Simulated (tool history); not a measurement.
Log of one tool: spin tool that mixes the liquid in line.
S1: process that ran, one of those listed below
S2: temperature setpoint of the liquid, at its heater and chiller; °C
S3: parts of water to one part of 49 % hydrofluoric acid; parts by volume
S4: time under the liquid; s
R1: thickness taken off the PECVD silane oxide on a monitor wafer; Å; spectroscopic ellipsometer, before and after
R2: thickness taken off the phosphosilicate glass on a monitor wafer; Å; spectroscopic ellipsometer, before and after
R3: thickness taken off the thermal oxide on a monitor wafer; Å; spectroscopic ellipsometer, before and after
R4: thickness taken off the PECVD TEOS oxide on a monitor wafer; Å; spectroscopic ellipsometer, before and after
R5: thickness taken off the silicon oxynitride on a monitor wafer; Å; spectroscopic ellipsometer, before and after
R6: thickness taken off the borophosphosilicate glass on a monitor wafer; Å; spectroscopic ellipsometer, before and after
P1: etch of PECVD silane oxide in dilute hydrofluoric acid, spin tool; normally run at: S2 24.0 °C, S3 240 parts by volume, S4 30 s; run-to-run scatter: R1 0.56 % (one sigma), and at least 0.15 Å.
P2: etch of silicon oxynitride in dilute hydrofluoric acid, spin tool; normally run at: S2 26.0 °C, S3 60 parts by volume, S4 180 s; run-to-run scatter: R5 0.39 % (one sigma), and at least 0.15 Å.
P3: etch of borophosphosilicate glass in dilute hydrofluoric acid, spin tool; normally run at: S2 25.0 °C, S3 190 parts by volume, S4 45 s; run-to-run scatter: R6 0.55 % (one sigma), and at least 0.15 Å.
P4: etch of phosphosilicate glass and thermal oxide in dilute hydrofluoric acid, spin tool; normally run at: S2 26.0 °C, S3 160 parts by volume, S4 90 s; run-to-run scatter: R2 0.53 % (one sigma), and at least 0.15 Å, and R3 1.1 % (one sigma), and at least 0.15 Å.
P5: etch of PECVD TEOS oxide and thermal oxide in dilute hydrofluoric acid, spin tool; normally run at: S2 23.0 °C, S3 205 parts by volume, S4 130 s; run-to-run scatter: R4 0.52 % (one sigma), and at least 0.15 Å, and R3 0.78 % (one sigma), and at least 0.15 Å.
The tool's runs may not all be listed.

run	day	S1	S2	S3	S4	R1	R2	R3	R4	R5	R6
1	0.212	P1	24.0	240	30	52.303					
2	0.371	P4	26.0	35	90		2823.80	136.370			
3	0.479	P5	23.0	360	130			13.003	42.622		
4	0.688	P2	26.0	60	180					120.230	
5	0.892	P5	29.5	205	130			32.476	110.120		
6	1.025	P4	26.0	160	90		527.75	26.050			
7	1.242	P1	20.0	240	30	45.944					
8	1.433	P1	24.0	240	30	52.460					
9	1.625	P5	23.0	205	130			26.101	86.727		
10	1.725	P1	31.0	240	30	67.052					
11	1.842	P1	24.0	240	30	52.859					
12	2.038	P2	26.0	60	180					121.180	
13	2.229	P1	30.5	240	15	33.050					
14	2.404	P5	23.0	205	50			10.018	33.330		
15	2.592	P3	25.0	270	45						74.366
16	2.771	P4	26.0	160	180		1059.00	50.593			
17	2.938	P1	24.0	240	30	52.518					
18	3.150	P3	25.0	190	45						116.150
19	3.279	P2	26.0	60	25					16.647	
20	3.421	P1	24.0	240	30	52.658					
21	3.538	P3	31.0	190	45						142.610
22	3.721	P1	24.0	115	30	125.220					
23	3.854	P3	25.0	190	15						39.294
24	3.996	P5	23.0	205	130			26.129	87.877		
25	4.162	P1	24.0	370	30	30.491					
26	4.275	P1	24.0	240	15	26.452					
27	4.412	P1	24.0	240	30	52.632					
28	4.575	P2	26.0	20	180					372.190	
29	4.775	P1	24.0	240	50	87.721					
30	4.908	P2	18.0	60	180					82.158	
31	5.083	P1	24.0	240	30	52.514					
32	5.283	P4	30.5	160	90		616.04	29.453			
33	5.471	P1	24.0	240	30	52.172					
34	5.608	P1	24.0	240	30	53.555					
35	5.733	P1	24.0	240	30	54.248					
36	5.883	P1	24.0	240	30	54.700					
37	6.096	P1	24.0	240	30	56.179					
38	6.246	P1	24.0	240	30	56.466					
39	6.442	P1	24.0	240	30	57.017					
40	6.600	P1	24.0	240	30	56.614					
41	6.754	P1	24.0	240	30	56.347					
42	6.858	P1	24.0	240	30	56.484					
43	6.971	P1	24.0	240	30	56.933					
44	7.083	P1	24.0	240	30	56.384					

What P1 gives has crept away from where it was. These 2 causes fit the log equally well, each at the size given:
A: liquid hotter than its thermometer reads (K) = 2.05
B: hydrofluoric acid flow above the setpoint (%) = 6.04
The creep began at about day 5.471.

4 check runs are offered, one wafer each, their results left as question marks. Which one tells the causes apart?
check 1	7.196	P2	18.0	20	180					?	
check 2	7.196	P4	26.0	105	90		?	?			
check 3	7.196	P5	23.0	205	55			?	?		
check 4	7.196	P3	31.0	190	15						?

What each check would give under each cause:
check	result	if A	if B
check 1	R5	277.330	264.540
check 2	R2	928.86	917.43
check 2	R3	45.091	44.536
check 3	R3	11.788	11.734
check 3	R4	39.669	39.489
check 4	R6	51.487	51.624
How far apart the two closest causes lie, in the result that separates them most: check 1 4.72 %; check 2 1.24 %; check 3 0.45 %; check 4 0.27 %
Only check 1 tells the causes apart: in the others they would give nearly the same result.

Check 1 was then run and gave: R5 277.680 Å. Which cause is it?

It is A: liquid hotter than its thermometer reads (K).
